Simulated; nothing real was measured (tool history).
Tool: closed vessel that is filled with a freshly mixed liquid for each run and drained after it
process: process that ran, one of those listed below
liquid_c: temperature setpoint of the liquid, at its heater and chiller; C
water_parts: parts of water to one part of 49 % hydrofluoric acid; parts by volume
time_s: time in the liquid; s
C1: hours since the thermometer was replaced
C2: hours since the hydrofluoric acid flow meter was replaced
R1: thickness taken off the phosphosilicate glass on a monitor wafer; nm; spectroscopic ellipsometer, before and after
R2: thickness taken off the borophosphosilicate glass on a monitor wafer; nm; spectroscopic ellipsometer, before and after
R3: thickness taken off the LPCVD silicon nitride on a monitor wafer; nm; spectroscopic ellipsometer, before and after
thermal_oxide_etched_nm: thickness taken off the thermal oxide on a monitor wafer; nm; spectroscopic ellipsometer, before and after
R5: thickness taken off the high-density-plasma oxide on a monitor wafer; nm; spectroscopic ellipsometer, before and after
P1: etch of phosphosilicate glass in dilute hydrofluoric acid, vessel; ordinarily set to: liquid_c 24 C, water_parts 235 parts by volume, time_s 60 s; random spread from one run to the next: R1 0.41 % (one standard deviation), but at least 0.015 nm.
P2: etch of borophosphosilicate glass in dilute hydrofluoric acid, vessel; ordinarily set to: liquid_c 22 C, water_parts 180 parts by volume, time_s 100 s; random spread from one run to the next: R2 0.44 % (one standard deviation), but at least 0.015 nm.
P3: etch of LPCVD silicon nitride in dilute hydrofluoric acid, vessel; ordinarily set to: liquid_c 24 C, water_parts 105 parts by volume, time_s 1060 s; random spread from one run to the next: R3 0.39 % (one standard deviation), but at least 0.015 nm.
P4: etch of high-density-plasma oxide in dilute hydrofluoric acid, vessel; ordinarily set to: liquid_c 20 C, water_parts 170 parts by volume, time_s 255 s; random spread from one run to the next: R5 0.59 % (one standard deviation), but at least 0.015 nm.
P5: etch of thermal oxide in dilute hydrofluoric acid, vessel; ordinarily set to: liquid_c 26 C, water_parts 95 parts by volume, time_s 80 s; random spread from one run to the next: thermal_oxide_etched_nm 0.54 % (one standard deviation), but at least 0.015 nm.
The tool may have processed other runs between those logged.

Run 1, day 0.112: process P1, liquid_c 24 C, water_parts 235 parts by volume, time_s 60 s; C1 1153.2; C2 876.1. Result: R1 30.339 nm.
Run 2, day 0.271: process P2, liquid_c 17 C, water_parts 180 parts by volume, time_s 100 s; C1 1157; C2 879.9. Result: R2 10.856 nm.
Run 3, day 0.392: process P3, liquid_c 24 C, water_parts 105 parts by volume, time_s 1060 s; C1 1159.9; C2 882.8. Result: R3 5.4725 nm.
Run 4, day 0.546: process P5, liquid_c 26 C, water_parts 160 parts by volume, time_s 80 s; C1 1163.6; C2 886.5. Result: thermal_oxide_etched_nm 2.3733 nm.
Run 5, day 0.729: process P4, liquid_c 20 C, water_parts 170 parts by volume, time_s 255 s; C1 1168; C2 890.9. Result: R5 6.0178 nm.
Run 6, day 0.9: process P1, liquid_c 29.5 C, water_parts 235 parts by volume, time_s 60 s; C1 1172.1; C2 895. Result: R1 36.668 nm.
Run 7, day 1.038: process P5, liquid_c 26 C, water_parts 95 parts by volume, time_s 80 s; C1 1175.4; C2 898.3. Result: thermal_oxide_etched_nm 4.345 nm.
Run 8, day 1.233: process P4, liquid_c 20 C, water_parts 170 parts by volume, time_s 255 s; C1 1180.1; C2 903. Result: R5 6.0736 nm.
Run 9, day 1.338: process P2, liquid_c 22 C, water_parts 320 parts by volume, time_s 100 s; C1 1182.6; C2 905.5. Result: R2 6.4368 nm.
Run 10, day 1.471: process P5, liquid_c 19 C, water_parts 95 parts by volume, time_s 80 s; C1 1185.8; C2 908.7. Result: thermal_oxide_etched_nm 3.2552 nm.
Run 11, day 1.683: process P3, liquid_c 24 C, water_parts 105 parts by volume, time_s 480 s; C1 1190.9; C2 913.8. Result: R3 2.5226 nm.
Run 12, day 1.8: process P1, liquid_c 24 C, water_parts 235 parts by volume, time_s 60 s; C1 1193.7; C2 916.6. Result: R1 30.172 nm.
Run 13, day 1.992: process P4, liquid_c 20 C, water_parts 275 parts by volume, time_s 255 s; C1 1198.3; C2 921.2. Result: R5 3.411 nm.
Run 14, day 2.154: process P4, liquid_c 20 C, water_parts 170 parts by volume, time_s 110 s; C1 1202.2; C2 925.1. Result: R5 2.6102 nm.
Run 15, day 2.358: process P1, liquid_c 24 C, water_parts 140 parts by volume, time_s 60 s; C1 1207.1; C2 930. Result: R1 56.546 nm.
Run 16, day 2.508: process P1, liquid_c 31 C, water_parts 335 parts by volume, time_s 60 s; C1 1210.7; C2 933.6. Result: R1 24.304 nm.
Run 17, day 2.625: process P1, liquid_c 32 C, water_parts 235 parts by volume, time_s 30 s; C1 1213.5; C2 936.4. Result: R1 19.832 nm.
Run 18, day 2.729: process P3, liquid_c 24 C, water_parts 145 parts by volume, time_s 1060 s; C1 1216; C2 938.9. Result: R3 3.9881 nm.
Run 19, day 2.858: process P1, liquid_c 24 C, water_parts 235 parts by volume, time_s 35 s; C1 1219.1; C2 942. Result: R1 17.656 nm.
Run 20, day 3.042: process P4, liquid_c 17 C, water_parts 170 parts by volume, time_s 255 s; C1 1223.5; C2 946.4. Result: R5 5.4562 nm.
Run 21, day 3.246: process P2, liquid_c 22 C, water_parts 180 parts by volume, time_s 30 s; C1 1228.4; C2 951.3. Result: R2 3.9382 nm.
Run 22, day 3.425: process P1, liquid_c 17 C, water_parts 320 parts by volume, time_s 60 s; C1 1232.7; C2 955.6. Result: R1 15.89 nm.
Run 23, day 3.562: process P3, liquid_c 20 C, water_parts 105 parts by volume, time_s 1060 s; C1 1236; C2 958.9. Result: R3 4.2056 nm.
Run 24, day 3.754: process P1, liquid_c 24 C, water_parts 235 parts by volume, time_s 60 s; C1 1240.6; C2 963.5. Result: R1 30.376 nm.
Run 25, day 3.954: process P1, liquid_c 24 C, water_parts 355 parts by volume, time_s 60 s; C1 1245.4; C2 968.3. Result: R1 17.793 nm.
At day 3.962: hydrofluoric acid flow meter replaced.
Run 26, day 4.088: process P1, liquid_c 24 C, water_parts 235 parts by volume, time_s 115 s; C1 1248.6; C2 3. Result: R1 58.236 nm.
Run 27, day 4.25: process P1, liquid_c 24 C, water_parts 235 parts by volume, time_s 60 s; C1 1252.5; C2 6.9. Result: R1 30.1 nm.
Run 28, day 4.35: process P1, liquid_c 17 C, water_parts 235 parts by volume, time_s 60 s; C1 1254.9; C2 9.3. Result: R1 22.987 nm.
Run 29, day 4.454: process P5, liquid_c 26 C, water_parts 95 parts by volume, time_s 150 s; C1 1257.4; C2 11.8. Result: thermal_oxide_etched_nm 8.2431 nm.
Run 30, day 4.571: process P1, liquid_c 24 C, water_parts 235 parts by volume, time_s 60 s; C1 1260.2; C2 14.6. Result: R1 30.105 nm.
Run 31, day 4.746: process P3, liquid_c 24 C, water_parts 105 parts by volume, time_s 1060 s; C1 1264.4; C2 18.8. Result: R3 5.4901 nm.
Run 32, day 4.925: process P2, liquid_c 22 C, water_parts 180 parts by volume, time_s 100 s; C1 1268.7; C2 23.1. Result: R2 13.248 nm.
Run 33, day 5.083: process P1, liquid_c 24 C, water_parts 235 parts by volume, time_s 60 s; C1 1272.5; C2 26.9. Result: R1 30.028 nm.
Run 34, day 5.275: process P1, liquid_c 24 C, water_parts 235 parts by volume, time_s 60 s; C1 1277.1; C2 31.5. Result: R1 31 nm.
Run 35, day 5.429: process P1, liquid_c 24 C, water_parts 235 parts by volume, time_s 60 s; C1 1280.8; C2 35.2. Result: R1 31.71 nm.
Run 36, day 5.604: process P1, liquid_c 24 C, water_parts 235 parts by volume, time_s 60 s; C1 1285; C2 39.4. Result: R1 31.963 nm.
Run 37, day 5.738: process P1, liquid_c 24 C, water_parts 235 parts by volume, time_s 60 s; C1 1288.2; C2 42.6. Result: R1 32.137 nm.
Run 38, day 5.908: process P1, liquid_c 24 C, water_parts 235 parts by volume, time_s 60 s; C1 1292.3; C2 46.7. Result: R1 31.983 nm.
Run 39, day 6.1: process P1, liquid_c 24 C, water_parts 235 parts by volume, time_s 60 s; C1 1296.9; C2 51.3. Result: R1 31.901 nm.

What P1 gives has crept away from where it was. These 2 causes fit the log equally well, each at the size given:
A: liquid hotter than its thermometer reads (K) = 1.68
B: hydrofluoric acid flow above the setpoint (%) = 4.96
Onset of the creep was near day 5.083.

Question marks stand in for the results of the 4 check runs listed below, each run on one wafer. Under which run would the listed causes show clearly different results?
Run check 1, day 6.292: process P4, liquid_c 20 C, water_parts 170 parts by volume, time_s 255 s. Result: R5 ?.
Run check 2, day 6.292: process P2, liquid_c 22 C, water_parts 180 parts by volume, time_s 100 s. Result: R2 ?.
Run check 3, day 6.292: process P3, liquid_c 24 C, water_parts 105 parts by volume, time_s 1060 s. Result: R3 ?.
Run check 4, day 6.292: process P5, liquid_c 26 C, water_parts 95 parts by volume, time_s 80 s. Result: thermal_oxide_etched_nm ?.

What every check run would give for each of its results, assuming each possible cause in turn:
  check                   result    if A    if B
check 1                       R5  6.4991  6.4416
check 2                       R2  14.034  13.946
check 3                       R3  6.1256  5.7577
check 4  thermal_oxide_etched_nm  4.6207  4.5709
Distance between the nearest two causes, measured in the result of the check that separates them most: check 1 0.89 %; check 2 0.63 %; check 3 6.19 %; check 4 1.08 %
Check 3 tells the causes apart: in the others they would give nearly the same result.

Here is what check 3 returned: R3 6.1781 nm. Which cause is it?

A is the cause: liquid hotter than its thermometer reads (K).
